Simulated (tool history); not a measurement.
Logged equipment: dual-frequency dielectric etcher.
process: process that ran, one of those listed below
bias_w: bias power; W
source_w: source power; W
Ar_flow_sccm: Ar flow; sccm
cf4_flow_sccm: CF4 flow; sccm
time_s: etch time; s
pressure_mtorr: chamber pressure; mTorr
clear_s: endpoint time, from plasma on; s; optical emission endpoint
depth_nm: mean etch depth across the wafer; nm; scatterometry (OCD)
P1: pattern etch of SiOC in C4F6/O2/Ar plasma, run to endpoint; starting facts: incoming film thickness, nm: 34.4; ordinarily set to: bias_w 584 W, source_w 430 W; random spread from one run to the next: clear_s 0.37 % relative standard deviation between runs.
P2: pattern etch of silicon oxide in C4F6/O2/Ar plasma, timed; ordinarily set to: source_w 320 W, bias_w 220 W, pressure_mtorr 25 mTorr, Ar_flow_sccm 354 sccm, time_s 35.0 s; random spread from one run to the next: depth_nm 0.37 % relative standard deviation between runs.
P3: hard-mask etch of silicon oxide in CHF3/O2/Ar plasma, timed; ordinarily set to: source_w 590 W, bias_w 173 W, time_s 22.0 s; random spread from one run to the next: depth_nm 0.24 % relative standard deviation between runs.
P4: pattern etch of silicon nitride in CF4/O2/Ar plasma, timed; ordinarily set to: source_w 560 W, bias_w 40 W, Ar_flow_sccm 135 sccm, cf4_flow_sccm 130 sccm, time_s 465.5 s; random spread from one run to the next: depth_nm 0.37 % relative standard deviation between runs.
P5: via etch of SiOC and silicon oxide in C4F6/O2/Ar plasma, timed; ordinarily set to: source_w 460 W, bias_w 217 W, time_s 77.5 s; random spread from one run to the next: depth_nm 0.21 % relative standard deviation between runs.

Run 1, hour 5.1: process P1, bias_w 584 W, source_w 430 W. Result: clear_s 10.2840 s.
Run 2, hour 9.7: process P1, bias_w 788 W, source_w 600 W. Result: clear_s 8.1683 s.
Run 3, hour 13.2: process P4, bias_w 40 W, source_w 560 W, Ar_flow_sccm 135 sccm, cf4_flow_sccm 154 sccm, time_s 465.5 s. Result: depth_nm 904.390 nm.
Run 4, hour 17.0: process P3, bias_w 173 W, source_w 590 W, time_s 22.0 s. Result: depth_nm 43.608 nm.
Run 5, hour 24.6: process P4, bias_w 40 W, source_w 750 W, Ar_flow_sccm 135 sccm, cf4_flow_sccm 130 sccm, time_s 465.5 s. Result: depth_nm 1133.500 nm.
Run 6, hour 30.4: process P4, bias_w 40 W, source_w 560 W, Ar_flow_sccm 135 sccm, cf4_flow_sccm 130 sccm, time_s 465.5 s. Result: depth_nm 883.380 nm.
Run 7, hour 37.7: process P2, bias_w 220 W, source_w 320 W, Ar_flow_sccm 354 sccm, time_s 19.0 s, pressure_mtorr 25 mTorr. Result: depth_nm 57.300 nm.
Run 8, hour 43.2: process P1, bias_w 584 W, source_w 520 W. Result: clear_s 9.6601 s.
Run 9, hour 50.2: process P1, bias_w 789 W, source_w 260 W. Result: clear_s 11.0240 s.
Run 10, hour 54.7: process P2, bias_w 220 W, source_w 320 W, Ar_flow_sccm 354 sccm, time_s 35.0 s, pressure_mtorr 33 mTorr. Result: depth_nm 102.530 nm.
Run 11, hour 60.4: process P1, bias_w 760 W, source_w 430 W. Result: clear_s 9.2586 s.
Run 12, hour 64.9: process P2, bias_w 220 W, source_w 320 W, Ar_flow_sccm 354 sccm, time_s 35.0 s, pressure_mtorr 25 mTorr. Result: depth_nm 105.410 nm.
Run 13, hour 69.5: process P3, bias_w 217 W, source_w 590 W, time_s 22.0 s. Result: depth_nm 47.220 nm.
Run 14, hour 74.4: process P3, bias_w 173 W, source_w 590 W, time_s 29.0 s. Result: depth_nm 57.288 nm.
Run 15, hour 79.4: process P1, bias_w 584 W, source_w 430 W. Result: clear_s 10.3360 s.
Run 16, hour 85.9: process P1, bias_w 731 W, source_w 590 W. Result: clear_s 8.4135 s.
Run 17, hour 90.6: process P5, bias_w 217 W, source_w 460 W, time_s 77.5 s. Result: depth_nm 97.917 nm.
Run 18, hour 95.2: process P1, bias_w 584 W, source_w 430 W. Result: clear_s 10.3380 s.
Run 19, hour 99.6: process P5, bias_w 217 W, source_w 460 W, time_s 95.0 s. Result: depth_nm 119.950 nm.
Run 20, hour 105.5: process P2, bias_w 220 W, source_w 320 W, Ar_flow_sccm 271 sccm, time_s 35.0 s, pressure_mtorr 25 mTorr. Result: depth_nm 108.650 nm.
Run 21, hour 112.8: process P4, bias_w 40 W, source_w 560 W, Ar_flow_sccm 168 sccm, cf4_flow_sccm 130 sccm, time_s 465.5 s. Result: depth_nm 858.390 nm.
Run 22, hour 118.8: process P4, bias_w 40 W, source_w 560 W, Ar_flow_sccm 135 sccm, cf4_flow_sccm 130 sccm, time_s 465.5 s. Result: depth_nm 884.020 nm.
Run 23, hour 124.4: process P5, bias_w 217 W, source_w 630 W, time_s 77.5 s. Result: depth_nm 110.330 nm.

The next listed run, before its measurement:
Run 24, hour 130.6: process P1, bias_w 584 W, source_w 430 W. Result: clear_s ?.

{"run 24": {"clear_s": 10.285}}
